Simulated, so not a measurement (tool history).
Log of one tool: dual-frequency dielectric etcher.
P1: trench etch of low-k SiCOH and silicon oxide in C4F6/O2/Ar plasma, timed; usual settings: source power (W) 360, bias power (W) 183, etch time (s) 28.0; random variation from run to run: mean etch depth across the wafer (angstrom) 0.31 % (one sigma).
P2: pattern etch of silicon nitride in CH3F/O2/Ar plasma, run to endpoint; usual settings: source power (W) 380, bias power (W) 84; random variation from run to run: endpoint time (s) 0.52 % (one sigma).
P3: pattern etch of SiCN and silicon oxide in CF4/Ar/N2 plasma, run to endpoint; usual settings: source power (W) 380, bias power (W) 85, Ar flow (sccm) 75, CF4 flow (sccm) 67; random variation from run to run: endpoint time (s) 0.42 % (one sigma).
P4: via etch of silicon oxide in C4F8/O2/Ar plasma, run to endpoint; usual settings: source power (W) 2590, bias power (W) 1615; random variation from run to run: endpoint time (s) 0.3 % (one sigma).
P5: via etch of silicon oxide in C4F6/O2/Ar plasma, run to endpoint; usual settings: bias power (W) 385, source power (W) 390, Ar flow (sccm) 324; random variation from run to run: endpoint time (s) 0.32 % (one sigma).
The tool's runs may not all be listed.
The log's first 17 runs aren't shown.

run     day  process that ran  source power (W)  bias power (W)  etch time (s)  Ar flow (sccm)  CF4 flow (sccm)  mean etch depth across the wafer (angstrom)  endpoint time (s)
 18   5.871                P4              2590            1615                                                                                                         148.030
 19   6.225                P4              1500            1615                                                                                                         184.430
 20   6.583                P1               220             183           19.5                                                                        469.64
 21   7.033                P1               450             183           20.0                                                                        637.66
 22   7.338                P1               360             183           28.0                                                                        817.18
 23   7.729                P1               360             183           19.5                                                                        573.72
 24   7.996                P1               360             150           28.0                                                                        769.39
 25   8.317                P1               440             183           28.0                                                                        887.84
 26   8.717                P3               310              85                             75               67                                                          26.128
 27   9.100                P4              2590            1615                                                                                                         148.590
 28   9.488                P3               380              52                             75               67                                                          25.675
 29   9.700                P4              2590            1068                                                                                                         163.470
 30  10.146                P1               360             183           28.0                                                                        820.19
 31  10.533                P1               360             183           28.0                                                                        818.87
 32  10.938                P1               360             183           28.0                                                                        812.01
 33  11.146                P1               360             183           28.0                                                                        811.58
 34  11.379                P1               360             183           28.0                                                                        815.23
 35  11.783                P1               360             183           28.0                                                                        808.59
 36  12.167                P1               360             183           28.0                                                                        805.56
 37  12.600                P1               360             183           28.0                                                                        807.10

Run 38 comes next. What will it give?
     12.933  -- wet clean of the chamber
 38  13.050                P1               360             183           28.0                                                                             ?

mean etch depth across the wafer (angstrom): 810.88

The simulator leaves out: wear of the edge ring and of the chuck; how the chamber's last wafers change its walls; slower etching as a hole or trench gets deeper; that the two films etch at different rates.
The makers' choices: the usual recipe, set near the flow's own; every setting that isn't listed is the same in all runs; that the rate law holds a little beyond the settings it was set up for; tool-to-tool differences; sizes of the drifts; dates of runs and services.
